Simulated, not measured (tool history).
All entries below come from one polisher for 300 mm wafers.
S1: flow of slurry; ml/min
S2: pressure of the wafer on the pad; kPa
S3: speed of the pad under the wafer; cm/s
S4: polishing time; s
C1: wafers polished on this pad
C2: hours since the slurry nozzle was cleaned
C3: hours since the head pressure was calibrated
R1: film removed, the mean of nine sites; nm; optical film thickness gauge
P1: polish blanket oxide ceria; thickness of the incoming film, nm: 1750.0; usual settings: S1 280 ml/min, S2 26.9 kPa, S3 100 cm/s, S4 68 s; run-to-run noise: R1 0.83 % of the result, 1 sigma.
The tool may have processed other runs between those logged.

run    day   S1    S2   S3  S4    C1     C2     C3      R1
  1  0.258  280  26.9  100  68   774  486.8  356.5  309.94
  2  0.483  280  26.9  100  68   812  492.2  361.9  313.22
  3  0.683  280  36.5  100  68   845    497  366.7  427.36
  4  0.892  280  26.9  100  68   880    502  371.7  315.52
  5  1.096  280  26.9  100  68   915  506.9  376.6  317.55
  6  1.408  400  26.9  100  68   967  514.4  384.1  317.94
  7  1.667  280  26.9  100  31  1010  520.6  390.3  143.13
  8  1.921  280  26.9  100  97  1053  526.7  396.4   446.4
  9  2.083  280  26.9  100  68  1080  530.6  400.3  314.86
 10  2.375  280  17.2  100  68  1129  537.6  407.3   199.4
 11   2.65  280  26.9  140  68  1175  544.2  413.9  435.99
 12  2.946  280  37.9  100  44  1225  551.3    421  280.17
 13  3.267  280  34.5   46  68  1279    559  428.7  184.42

Estimate the outcome of run 14 from the log above:
 14  3.612  280  26.9  48  68  1337  567.3  437   ?

Run 14 came out at R1 152.68 nm.
